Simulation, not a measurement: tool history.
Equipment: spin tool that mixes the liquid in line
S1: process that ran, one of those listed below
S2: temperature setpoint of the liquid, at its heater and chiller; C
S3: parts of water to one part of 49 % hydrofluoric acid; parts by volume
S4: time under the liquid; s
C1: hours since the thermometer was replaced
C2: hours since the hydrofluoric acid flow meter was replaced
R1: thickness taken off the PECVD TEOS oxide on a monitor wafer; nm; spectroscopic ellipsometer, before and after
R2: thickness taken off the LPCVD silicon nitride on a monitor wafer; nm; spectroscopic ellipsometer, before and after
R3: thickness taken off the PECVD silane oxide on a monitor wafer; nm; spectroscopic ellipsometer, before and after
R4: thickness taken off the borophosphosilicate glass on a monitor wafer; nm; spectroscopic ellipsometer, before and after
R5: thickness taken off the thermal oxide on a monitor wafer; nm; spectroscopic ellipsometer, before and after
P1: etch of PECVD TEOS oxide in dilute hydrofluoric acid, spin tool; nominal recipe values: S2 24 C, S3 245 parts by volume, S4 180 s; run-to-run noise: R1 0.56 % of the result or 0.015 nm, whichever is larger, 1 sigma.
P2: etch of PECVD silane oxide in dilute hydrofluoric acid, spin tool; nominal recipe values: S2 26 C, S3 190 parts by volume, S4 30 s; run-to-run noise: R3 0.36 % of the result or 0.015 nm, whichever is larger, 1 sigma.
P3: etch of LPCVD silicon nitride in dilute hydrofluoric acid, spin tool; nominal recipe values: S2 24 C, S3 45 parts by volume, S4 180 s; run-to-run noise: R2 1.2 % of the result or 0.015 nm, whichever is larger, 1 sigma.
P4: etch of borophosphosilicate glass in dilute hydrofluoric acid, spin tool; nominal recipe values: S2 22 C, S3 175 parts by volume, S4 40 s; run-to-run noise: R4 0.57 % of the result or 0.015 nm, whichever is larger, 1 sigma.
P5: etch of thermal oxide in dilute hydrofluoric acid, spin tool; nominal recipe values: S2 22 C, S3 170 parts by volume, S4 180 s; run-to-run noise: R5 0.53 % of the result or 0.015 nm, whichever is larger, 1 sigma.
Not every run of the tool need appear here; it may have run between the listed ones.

run	hour	S1	S2	S3	S4	C1	C2	R1	R2	R3	R4	R5
1	6	P1	24	245	180	493	1589.4	5.3491				
2	11.1	P1	30.5	245	180	498.1	1594.5	6.5685				
3	16	P3	18.5	45	180	503	1599.4		1.382			
4	20.1	P2	26	105	30	507.1	1603.5			15.84		
5	26	P1	24	350	180	513	1609.4	3.316				
6	30.3	P1	24	245	320	517.3	1613.7	9.3918				
# hour 32.9: hydrofluoric acid flow meter replaced
7	36.3	P4	22	175	40	523.3	3.4				9.0329	
8	42.3	P1	24	245	180	529.3	9.4	5.3207				
9	48.3	P5	22	170	180	535.3	15.4					3.9984
10	53.7	P4	22	305	40	540.7	20.8				4.5724	
11	57	P4	22	175	70	544	24.1				15.796	
12	63.5	P1	24	245	25	550.5	30.6	0.72669				
13	67.9	P5	22	70	180	554.9	35					10.957
14	71.5	P2	26	190	60	558.5	38.6			15.863		
15	78.5	P3	24	45	340	565.5	45.6		3.9274			
16	82.2	P2	31	190	30	569.2	49.3			9.4894		
17	88.8	P2	26	190	30	575.8	55.9			7.8663		
18	93.9	P5	22	170	55	580.9	61					1.2223
19	98.9	P1	18	360	180	585.9	66	2.6168				
20	102.1	P1	28	415	180	589.1	69.2	2.9918				
21	109.2	P5	17	170	180	596.2	76.3					3.3328
22	115.1	P3	24	45	180	602.1	82.2		2.0797			
23	122.4	P1	24	245	180	609.4	89.5	5.2184				
24	129	P1	24	110	180	616	96.1	13.609				
25	133	P1	24	245	180	620	100.1	5.2875				
26	139.3	P4	17	175	40	626.3	106.4				7.3912	
27	145.4	P3	24	20	180	632.4	112.5		4.5955			
28	152.4	P5	22	170	180	639.4	119.5					4.009
29	156.2	P1	24	245	180	643.2	123.3	5.2548				
30	162.2	P1	17.5	245	180	649.2	129.3	4.1705				
31	167.6	P2	26	190	30	654.6	134.7			7.9423		
32	172.2	P4	22	175	40	659.2	139.3				9.0363	
33	176.8	P1	24	245	180	663.8	143.9	5.3441				
34	181.4	P1	24	245	180	668.4	148.5	5.1976				
35	188.4	P1	24	245	180	675.4	155.5	5.0217				
36	193.4	P1	24	245	180	680.4	160.5	4.9598				
37	199.4	P1	24	245	180	686.4	166.5	4.8902				
38	206.7	P1	24	245	180	693.7	173.8	4.8962				
39	210.4	P1	24	245	180	697.4	177.5	4.8803				
40	215.1	P1	24	245	180	702.1	182.2	4.901				

The output of P1 has drifted from where it used to be. Each of the 2 causes below, taken at the size shown beside it, accounts for the log equally well:
A: hydrofluoric acid flow below the setpoint (%) = 6.11
B: liquid colder than its thermometer reads (K) = 2.18
The process output started creeping at around hour 176.8.

Which of the 4 check runs listed below, each an average over 2 wafers with its results shown as question marks, gives clearly different results under the different listed causes?
check 1	219.8	P3	24	45	180				?			
check 2	219.8	P4	22	175	40						?	
check 3	219.8	P2	26	190	30					?		
check 4	219.8	P5	22	170	180							?

Expected result of each check under each candidate cause:
check	result	if A	if B
check 1	R2	1.9297	1.769
check 2	R4	8.3739	8.2937
check 3	R3	7.3054	7.2812
check 4	R5	3.7462	3.7083
Separation of the two closest causes in each check, using whichever result separates them best: check 1 8.69 %; check 2 0.96 %; check 3 0.33 %; check 4 1.02 %
Only in check 1 would the causes give clearly different results; in the remaining checks their results would be nearly the same.

Then check 1 was run and gave: R2 1.7458 nm. Which cause is it?

It was cause B: liquid colder than its thermometer reads (K).
